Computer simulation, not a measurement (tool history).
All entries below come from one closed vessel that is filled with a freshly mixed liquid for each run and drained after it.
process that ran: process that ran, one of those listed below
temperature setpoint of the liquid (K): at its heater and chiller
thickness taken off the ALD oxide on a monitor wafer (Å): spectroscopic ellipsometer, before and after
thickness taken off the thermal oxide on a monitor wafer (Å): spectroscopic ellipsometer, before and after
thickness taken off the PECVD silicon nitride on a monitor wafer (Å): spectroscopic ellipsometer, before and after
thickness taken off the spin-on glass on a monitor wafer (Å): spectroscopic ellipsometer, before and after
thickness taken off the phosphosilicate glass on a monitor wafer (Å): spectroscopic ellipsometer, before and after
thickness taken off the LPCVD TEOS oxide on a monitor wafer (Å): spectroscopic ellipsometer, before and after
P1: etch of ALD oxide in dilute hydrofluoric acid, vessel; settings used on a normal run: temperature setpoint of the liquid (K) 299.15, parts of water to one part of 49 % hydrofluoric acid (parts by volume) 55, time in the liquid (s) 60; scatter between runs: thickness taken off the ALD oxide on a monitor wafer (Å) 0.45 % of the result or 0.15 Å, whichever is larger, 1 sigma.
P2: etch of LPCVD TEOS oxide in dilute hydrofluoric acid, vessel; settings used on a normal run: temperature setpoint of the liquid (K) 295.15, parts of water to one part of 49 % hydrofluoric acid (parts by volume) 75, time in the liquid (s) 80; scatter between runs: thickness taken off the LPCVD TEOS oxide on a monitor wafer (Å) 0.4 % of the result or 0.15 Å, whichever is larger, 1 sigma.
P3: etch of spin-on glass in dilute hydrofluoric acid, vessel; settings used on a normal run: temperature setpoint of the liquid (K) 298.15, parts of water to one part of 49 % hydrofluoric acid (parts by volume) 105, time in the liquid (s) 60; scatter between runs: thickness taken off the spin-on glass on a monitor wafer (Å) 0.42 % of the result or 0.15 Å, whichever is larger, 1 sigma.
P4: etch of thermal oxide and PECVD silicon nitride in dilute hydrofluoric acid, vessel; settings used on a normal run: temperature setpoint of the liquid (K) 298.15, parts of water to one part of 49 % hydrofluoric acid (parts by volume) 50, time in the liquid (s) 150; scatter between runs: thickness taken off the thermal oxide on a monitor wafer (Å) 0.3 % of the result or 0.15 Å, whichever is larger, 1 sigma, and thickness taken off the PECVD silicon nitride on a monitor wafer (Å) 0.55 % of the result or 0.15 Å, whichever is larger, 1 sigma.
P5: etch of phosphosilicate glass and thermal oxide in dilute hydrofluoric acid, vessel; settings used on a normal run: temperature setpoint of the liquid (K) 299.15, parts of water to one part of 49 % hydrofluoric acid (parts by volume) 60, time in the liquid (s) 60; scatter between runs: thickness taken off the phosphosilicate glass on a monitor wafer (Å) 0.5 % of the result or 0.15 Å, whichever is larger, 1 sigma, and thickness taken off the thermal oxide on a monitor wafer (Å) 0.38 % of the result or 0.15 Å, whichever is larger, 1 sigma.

run	hour	process that ran	temperature setpoint of the liquid (K)	parts of water to one part of 49 % hydrofluoric acid (parts by volume)	time in the liquid (s)	hours since the thermometer was replaced	hours since the hydrofluoric acid flow meter was replaced	thickness taken off the ALD oxide on a monitor wafer (Å)	thickness taken off the thermal oxide on a monitor wafer (Å)	thickness taken off the PECVD silicon nitride on a monitor wafer (Å)	thickness taken off the spin-on glass on a monitor wafer (Å)	thickness taken off the phosphosilicate glass on a monitor wafer (Å)	thickness taken off the LPCVD TEOS oxide on a monitor wafer (Å)
1	6.9	P1	299.15	55	60	856.6	335.4	152.14					
2	13.3	P4	305.15	50	150	863	341.8		209.43	103.66			
3	20.3	P1	305.65	25	60	870	348.8	458.05					
4	25.8	P3	302.65	105	60	875.5	354.3				331.02		
5	31.9	P1	299.15	55	30	881.6	360.4	75.648					
6	36.4	P5	299.15	105	60	886.1	364.9		28.641			480.94	
7	43	P1	299.15	55	60	892.7	371.5	151.35					
8	49	P2	295.15	75	135	898.7	377.5						503.16
9	54.6	P1	299.15	55	110	904.3	383.1	280.11					
10	61.3	P4	298.15	50	150	911	389.8		160.2	66.115			
11	65.6	P1	305.15	55	60	915.3	394.1	193.53					
12	69.9	P1	299.15	55	60	919.6	398.4	152.53					
13	73.3	P4	298.15	50	270	923	401.8		288.54	118.07			
14	79.2	P3	298.15	160	60	928.9	407.7				172.12		
15	84.5	P3	298.15	105	30	934.2	413				139.46		
# hour 89.4: hydrofluoric acid flow meter replaced
16	90.2	P5	299.15	60	60	939.9	0.8		53.632			895.7	
17	95	P2	291.15	75	80	944.7	5.6						251.83
18	100.8	P2	295.15	75	80	950.5	11.4						297.24
19	107.8	P1	295.65	55	60	957.5	18.4	131.31					
20	114.8	P2	295.15	105	80	964.5	25.4						205.07
21	119.2	P3	298.15	105	60	968.9	29.8				278.94		
22	124.6	P1	299.15	55	60	974.3	35.2	151.07					
23	131.1	P1	299.15	55	60	980.8	41.7	151.73					
24	134.8	P5	299.15	60	90	984.5	45.4		80.551			1336.4	
25	141	P3	298.15	105	60	990.7	51.6				277.43		
26	144.9	P2	295.15	75	80	994.6	55.5						297.79
27	148.7	P5	293.15	60	60	998.4	59.3		41.722			700.6	
28	153.2	P4	298.15	20	150	1002.9	63.8		415.09	161.33			
29	159.7	P1	299.15	90	60	1009.4	70.3	88.373					
30	166	P1	299.15	20	60	1015.7	76.6	436.61					
31	171.8	P1	299.15	55	60	1021.5	82.4	151.28					
32	178.7	P1	299.15	55	60	1028.4	89.3	152.18					
33	184.5	P1	299.15	55	60	1034.2	95.1	144.31					
34	190.4	P1	299.15	55	60	1040.1	101	140.85					
35	195.3	P1	299.15	55	60	1045	105.9	139.23					
36	201.2	P1	299.15	55	60	1050.9	111.8	137.67					
37	205	P1	299.15	55	60	1054.7	115.6	137.99					
38	209.4	P1	299.15	55	60	1059.1	120	138.13					

The log shows P1 creeping away from where it was. Any of the 2 causes listed here, at the size stated for it, fits the log just as well as the others:
A: liquid colder than its thermometer reads (K) = 2.37
B: hydrofluoric acid flow below the setpoint (%) = 8.52
At approximately hour 178.7, the process output began to creep.

4 check runs are offered, one wafer each, their results left as question marks. Which one tells the causes apart?
check 1	213.8	P4	298.15	50	150				?	?			
check 2	213.8	P2	295.15	75	80								?
check 3	213.8	P5	299.15	60	60				?			?	
check 4	213.8	P3	298.15	105	60						?		

Check results expected under each cause:
check	result	if A	if B
check 1	thickness taken off the thermal oxide on a monitor wafer (Å)	144.84	145.17
check 1	thickness taken off the PECVD silicon nitride on a monitor wafer (Å)	56.365	60.611
check 2	thickness taken off the LPCVD TEOS oxide on a monitor wafer (Å)	268.85	269.04
check 3	thickness taken off the thermal oxide on a monitor wafer (Å)	48.321	48.293
check 3	thickness taken off the phosphosilicate glass on a monitor wafer (Å)	811.6	811.12
check 4	thickness taken off the spin-on glass on a monitor wafer (Å)	253.06	251.18
Gap, in per cent, between the two causes that each check separates least, read from the result that separates them most: check 1 7.26 %; check 2 0.07 %; check 3 0.06 %; check 4 0.75 %
Only check 1 tells the causes apart: in the others they would give nearly the same result.

Running check 1 produced the following: thickness taken off the thermal oxide on a monitor wafer (Å) 144.9; thickness taken off the PECVD silicon nitride on a monitor wafer (Å) 56.721. Which one of the listed causes fits?

It is A: liquid colder than its thermometer reads (K).

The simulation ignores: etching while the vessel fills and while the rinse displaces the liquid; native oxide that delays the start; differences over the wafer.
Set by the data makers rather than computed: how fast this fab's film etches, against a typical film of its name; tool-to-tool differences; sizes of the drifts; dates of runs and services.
